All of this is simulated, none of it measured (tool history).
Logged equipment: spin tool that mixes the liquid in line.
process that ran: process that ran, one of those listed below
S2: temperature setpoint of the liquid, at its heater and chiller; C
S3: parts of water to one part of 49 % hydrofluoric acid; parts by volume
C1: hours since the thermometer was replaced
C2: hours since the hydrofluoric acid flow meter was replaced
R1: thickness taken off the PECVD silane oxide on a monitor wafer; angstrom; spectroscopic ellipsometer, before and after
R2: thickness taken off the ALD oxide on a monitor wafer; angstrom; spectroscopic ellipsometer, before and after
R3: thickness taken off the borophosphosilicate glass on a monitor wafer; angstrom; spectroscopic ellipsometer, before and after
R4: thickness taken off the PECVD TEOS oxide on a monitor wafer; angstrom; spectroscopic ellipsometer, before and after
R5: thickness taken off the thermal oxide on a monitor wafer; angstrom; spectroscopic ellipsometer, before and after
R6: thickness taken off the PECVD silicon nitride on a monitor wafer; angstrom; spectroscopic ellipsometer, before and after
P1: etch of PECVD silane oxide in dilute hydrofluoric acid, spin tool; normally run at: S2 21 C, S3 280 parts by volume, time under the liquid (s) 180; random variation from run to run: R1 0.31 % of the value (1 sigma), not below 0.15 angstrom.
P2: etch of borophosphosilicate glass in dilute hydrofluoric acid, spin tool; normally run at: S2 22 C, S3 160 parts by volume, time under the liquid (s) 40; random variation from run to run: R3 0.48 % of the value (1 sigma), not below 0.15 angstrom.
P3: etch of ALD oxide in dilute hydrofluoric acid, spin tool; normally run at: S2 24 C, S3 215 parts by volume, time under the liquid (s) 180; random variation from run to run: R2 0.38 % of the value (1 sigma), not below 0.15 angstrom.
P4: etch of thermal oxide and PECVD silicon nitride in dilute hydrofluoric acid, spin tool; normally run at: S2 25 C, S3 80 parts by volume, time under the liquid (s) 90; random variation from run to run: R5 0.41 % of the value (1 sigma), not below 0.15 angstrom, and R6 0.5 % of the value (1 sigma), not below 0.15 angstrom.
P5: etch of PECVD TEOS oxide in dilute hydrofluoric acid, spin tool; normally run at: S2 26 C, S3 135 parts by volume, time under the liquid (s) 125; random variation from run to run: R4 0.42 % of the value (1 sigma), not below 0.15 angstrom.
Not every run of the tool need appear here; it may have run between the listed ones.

run 1 hour=14.5 | process_that_ran=P1 S2=21 S3=280 time_under_the_liquid_(s)=180 | C1=354.4 C2=152.2 | R1=70.72
run 2 hour=30.4 | process_that_ran=P3 S2=24 S3=215 time_under_the_liquid_(s)=75 | C1=370.3 C2=168.1 | R2=30.382
run 3 hour=44.2 | process_that_ran=P1 S2=21 S3=410 time_under_the_liquid_(s)=45 | C1=384.1 C2=181.9 | R1=10.73
run 4 hour=56.5 | process_that_ran=P3 S2=24 S3=215 time_under_the_liquid_(s)=180 | C1=396.4 C2=194.2 | R2=73.148
run 5 hour=75.4 | process_that_ran=P2 S2=17 S3=160 time_under_the_liquid_(s)=40 | C1=415.3 C2=213.1 | R3=72.082
run 6 hour=87.8 | process_that_ran=P1 S2=21 S3=165 time_under_the_liquid_(s)=180 | C1=427.7 C2=225.5 | R1=134.23
run 7 hour=97.7 | process_that_ran=P1 S2=17 S3=280 time_under_the_liquid_(s)=105 | C1=437.6 C2=235.4 | R1=35.555
run 8 hour=108.9 | process_that_ran=P5 S2=26 S3=235 time_under_the_liquid_(s)=125 | C1=448.8 C2=246.6 | R4=67.947
run 9 hour=119.9 | process_that_ran=P1 S2=21 S3=280 time_under_the_liquid_(s)=180 | C1=459.8 C2=257.6 | R1=71.02
run 10 hour=130.1 | process_that_ran=P5 S2=26 S3=135 time_under_the_liquid_(s)=125 | C1=470 C2=267.8 | R4=132.77
run 11 hour=141.1 | process_that_ran=P3 S2=24 S3=355 time_under_the_liquid_(s)=180 | C1=481 C2=278.8 | R2=38.549
run 12 hour=155.4 | process_that_ran=P5 S2=26 S3=135 time_under_the_liquid_(s)=125 | C1=495.3 C2=293.1 | R4=134.4
run 13 hour=164.3 | process_that_ran=P3 S2=24 S3=215 time_under_the_liquid_(s)=180 | C1=504.2 C2=302 | R2=73.05
run 14 hour=179.2 | process_that_ran=P1 S2=21 S3=420 time_under_the_liquid_(s)=180 | C1=519.1 C2=316.9 | R1=41.623
run 15 hour=193 | process_that_ran=P1 S2=21 S3=280 time_under_the_liquid_(s)=20 | C1=532.9 C2=330.7 | R1=8.0299
run 16 hour=202.2 | process_that_ran=P1 S2=17 S3=280 time_under_the_liquid_(s)=180 | C1=542.1 C2=339.9 | R1=61.117
run 17 hour=220.7 | process_that_ran=P5 S2=33 S3=135 time_under_the_liquid_(s)=125 | C1=560.6 C2=358.4 | R4=173.36
run 18 hour=231.7 | process_that_ran=P2 S2=22 S3=160 time_under_the_liquid_(s)=15 | C1=571.6 C2=369.4 | R3=32.979
run 19 hour=248.1 | process_that_ran=P4 S2=25 S3=140 time_under_the_liquid_(s)=90 | C1=588 C2=385.8 | R5=29.596 R6=30.3
run 20 hour=260.9 | process_that_ran=P2 S2=22 S3=45 time_under_the_liquid_(s)=40 | C1=600.8 C2=398.6 | R3=357.17
run 21 hour=274.6 | process_that_ran=P2 S2=22 S3=160 time_under_the_liquid_(s)=40 | C1=614.5 C2=412.3 | R3=87.668
run 22 hour=286.4 | process_that_ran=P3 S2=18 S3=215 time_under_the_liquid_(s)=180 | C1=626.3 C2=424.1 | R2=58.448
run 23 hour=299.4 | process_that_ran=P1 S2=21 S3=280 time_under_the_liquid_(s)=180 | C1=639.3 C2=437.1 | R1=71.193
run 24 hour=312.6 | process_that_ran=P4 S2=25 S3=80 time_under_the_liquid_(s)=155 | C1=652.5 C2=450.3 | R5=96.079 R6=91.462
run 25 hour=326.1 | process_that_ran=P4 S2=25 S3=80 time_under_the_liquid_(s)=90 | C1=666 C2=463.8 | R5=55.246 R6=52.94
run 26 hour=342.3 | process_that_ran=P1 S2=21 S3=280 time_under_the_liquid_(s)=180 | C1=682.2 C2=480 | R1=70.518
run 27 hour=356.2 | process_that_ran=P1 S2=21 S3=280 time_under_the_liquid_(s)=320 | C1=696.1 C2=493.9 | R1=126.21
run 28 hour=367.7 | process_that_ran=P5 S2=26 S3=135 time_under_the_liquid_(s)=70 | C1=707.6 C2=505.4 | R4=75.202
run 29 hour=383.3 | process_that_ran=P1 S2=28 S3=280 time_under_the_liquid_(s)=180 | C1=723.2 C2=521 | R1=89.912
run 30 hour=393.1 | process_that_ran=P1 S2=21 S3=280 time_under_the_liquid_(s)=180 | C1=733 C2=530.8 | R1=70.917

What will run 31 give?
run 31 hour=408.9 | process_that_ran=P4 S2=17.5 S3=80 time_under_the_liquid_(s)=90 | C1=748.8 C2=546.6 | R5=? R6=?

R5: 40.669 angstrom
R6: 31.735 angstrom

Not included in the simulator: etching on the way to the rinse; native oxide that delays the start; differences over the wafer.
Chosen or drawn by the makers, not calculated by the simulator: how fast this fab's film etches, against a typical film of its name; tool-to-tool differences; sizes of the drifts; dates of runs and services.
